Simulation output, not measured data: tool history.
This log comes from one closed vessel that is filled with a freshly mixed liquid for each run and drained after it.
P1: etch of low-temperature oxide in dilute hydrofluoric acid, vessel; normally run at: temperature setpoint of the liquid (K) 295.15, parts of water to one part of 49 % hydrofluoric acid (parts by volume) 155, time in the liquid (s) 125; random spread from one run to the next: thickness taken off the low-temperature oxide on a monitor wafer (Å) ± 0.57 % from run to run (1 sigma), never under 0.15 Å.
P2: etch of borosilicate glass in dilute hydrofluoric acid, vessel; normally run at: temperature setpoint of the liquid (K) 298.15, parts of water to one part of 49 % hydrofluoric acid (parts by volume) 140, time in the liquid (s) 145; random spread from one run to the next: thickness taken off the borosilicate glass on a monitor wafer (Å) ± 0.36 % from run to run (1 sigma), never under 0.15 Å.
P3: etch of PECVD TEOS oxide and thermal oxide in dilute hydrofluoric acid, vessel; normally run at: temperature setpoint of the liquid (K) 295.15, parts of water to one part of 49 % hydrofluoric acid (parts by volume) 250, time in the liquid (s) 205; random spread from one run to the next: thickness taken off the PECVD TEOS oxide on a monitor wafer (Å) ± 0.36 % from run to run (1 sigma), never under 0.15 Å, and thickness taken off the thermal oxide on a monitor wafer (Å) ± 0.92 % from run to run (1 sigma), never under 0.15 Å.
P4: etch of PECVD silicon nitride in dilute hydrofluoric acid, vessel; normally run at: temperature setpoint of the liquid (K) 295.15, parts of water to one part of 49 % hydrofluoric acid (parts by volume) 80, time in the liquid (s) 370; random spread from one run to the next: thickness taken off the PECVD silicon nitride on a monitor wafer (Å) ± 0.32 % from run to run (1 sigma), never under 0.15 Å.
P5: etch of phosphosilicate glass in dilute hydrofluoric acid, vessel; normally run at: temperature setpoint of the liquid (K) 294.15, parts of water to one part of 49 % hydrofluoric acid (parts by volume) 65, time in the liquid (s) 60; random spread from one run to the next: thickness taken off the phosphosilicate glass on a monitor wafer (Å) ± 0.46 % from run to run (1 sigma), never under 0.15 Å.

run	hour	process that ran	temperature setpoint of the liquid (K)	parts of water to one part of 49 % hydrofluoric acid (parts by volume)	time in the liquid (s)	hours since the thermometer was replaced	hours since the hydrofluoric acid flow meter was replaced	thickness taken off the low-temperature oxide on a monitor wafer (Å)	thickness taken off the PECVD TEOS oxide on a monitor wafer (Å)	thickness taken off the thermal oxide on a monitor wafer (Å)	thickness taken off the borosilicate glass on a monitor wafer (Å)	thickness taken off the phosphosilicate glass on a monitor wafer (Å)	thickness taken off the PECVD silicon nitride on a monitor wafer (Å)
1	5.4	P1	295.15	155	125	1117.7	788.0	110.430					
2	11.9	P3	295.15	250	205	1124.2	794.5		150.38	30.934			
3	21.3	P1	301.15	155	125	1133.6	803.9	138.030					
# hour 25.7: hydrofluoric acid flow meter replaced
4	27.5	P3	295.15	345	205	1139.8	1.9		100.40	20.478			
5	33.4	P3	295.15	250	330	1145.7	7.8		243.65	50.755			
6	40.3	P1	295.15	155	30	1152.6	14.7	26.730					
7	46.6	P2	298.15	140	240	1158.9	21.0				296.40		
8	51.2	P5	294.15	25	60	1163.5	25.6					1446.40	
9	55.3	P4	295.15	80	120	1167.6	29.7						22.874
10	64.6	P1	295.15	155	125	1176.9	39.0	110.880					
11	72.7	P3	295.15	250	205	1185.0	47.1		151.78	31.472			
12	78.7	P1	295.15	155	125	1191.0	53.1	110.210					
13	86.8	P2	294.15	140	145	1199.1	61.2				153.72		
14	92.5	P4	302.15	80	370	1204.8	66.9						111.110
15	98.5	P2	298.15	45	145	1210.8	72.9				630.44		
16	103.0	P5	294.15	65	100	1215.3	77.4					885.18	
17	107.3	P1	295.15	155	125	1219.6	81.7	110.740					
18	115.5	P1	295.15	85	125	1227.8	89.9	218.040					
19	122.9	P1	290.15	155	125	1235.2	97.3	90.727					
20	129.6	P1	295.15	155	200	1241.9	104.0	176.170					
21	136.0	P1	302.15	155	30	1248.3	110.4	34.678					
22	144.3	P5	290.15	65	60	1256.6	118.7					450.34	
23	153.3	P4	295.15	45	370	1265.6	127.7						123.270
24	161.4	P2	298.15	140	145	1273.7	135.8				179.69		
25	168.8	P1	295.15	275	125	1281.1	143.2	55.660					
26	177.2	P5	294.15	65	60	1289.5	151.6					528.99	
27	181.6	P3	303.15	250	205	1293.9	156.0		200.10	40.728			
28	188.7	P2	298.15	140	145	1301.0	163.1				180.29		
29	196.1	P4	295.15	80	370	1308.4	170.5						69.705
30	204.3	P4	295.15	80	370	1316.6	178.7						70.175
31	210.5	P5	294.15	65	60	1322.8	184.9					532.56	
32	217.6	P1	295.15	155	125	1329.9	192.0	110.000					
33	226.2	P1	295.15	155	125	1338.5	200.6	113.480					
34	231.4	P1	295.15	155	125	1343.7	205.8	114.450					
35	235.8	P1	295.15	155	125	1348.1	210.2	114.790					
36	244.0	P1	295.15	155	125	1356.3	218.4	114.670					
37	252.6	P1	295.15	155	125	1364.9	227.0	116.980					
38	259.1	P1	295.15	155	125	1371.4	233.5	116.660					
39	264.3	P1	295.15	155	125	1376.6	238.7	116.880					
40	268.4	P1	295.15	155	125	1380.7	242.8	116.310					
41	277.0	P1	295.15	155	125	1389.3	251.4	115.870					
42	283.8	P1	295.15	155	125	1396.1	258.2	115.960					
43	288.2	P1	295.15	155	125	1400.5	262.6	117.650					

Compared with where it was, what P1 gives has crept away. Each cause listed below fits the log as well as the rest, at the size given for it:
A: liquid hotter than its thermometer reads (K) = 1.4
B: hydrofluoric acid flow above the setpoint (%) = 4.72
The process output started creeping at around hour 217.6.

The check runs listed below each take one wafer, and their results are still question marks. Under which run would the listed causes lead to clearly different results?
check 1	292.6	P2	298.15	140	145						?		
check 2	292.6	P4	295.15	80	370								?
check 3	292.6	P3	295.15	250	205				?	?			
check 4	292.6	P5	294.15	65	60							?	

What each check would give under each cause:
check	result	if A	if B
check 1	thickness taken off the borosilicate glass on a monitor wafer (Å)	189.10	189.22
check 2	thickness taken off the PECVD silicon nitride on a monitor wafer (Å)	77.160	73.486
check 3	thickness taken off the PECVD TEOS oxide on a monitor wafer (Å)	159.24	160.25
check 3	thickness taken off the thermal oxide on a monitor wafer (Å)	32.596	32.802
check 4	thickness taken off the phosphosilicate glass on a monitor wafer (Å)	560.55	555.88
Minimum pairwise separation of causes per check, each pair taken at its best-separating result: check 1 0.06 %; check 2 4.88 %; check 3 0.63 %; check 4 0.84 %
Of the check runs offered, only check 2 discriminates between the causes; the rest would read about the same regardless of which cause applies.

After running check 2, the following was obtained: thickness taken off the PECVD silicon nitride on a monitor wafer (Å) 73.050. Which cause does this point to?

The cause is B: hydrofluoric acid flow above the setpoint (%).
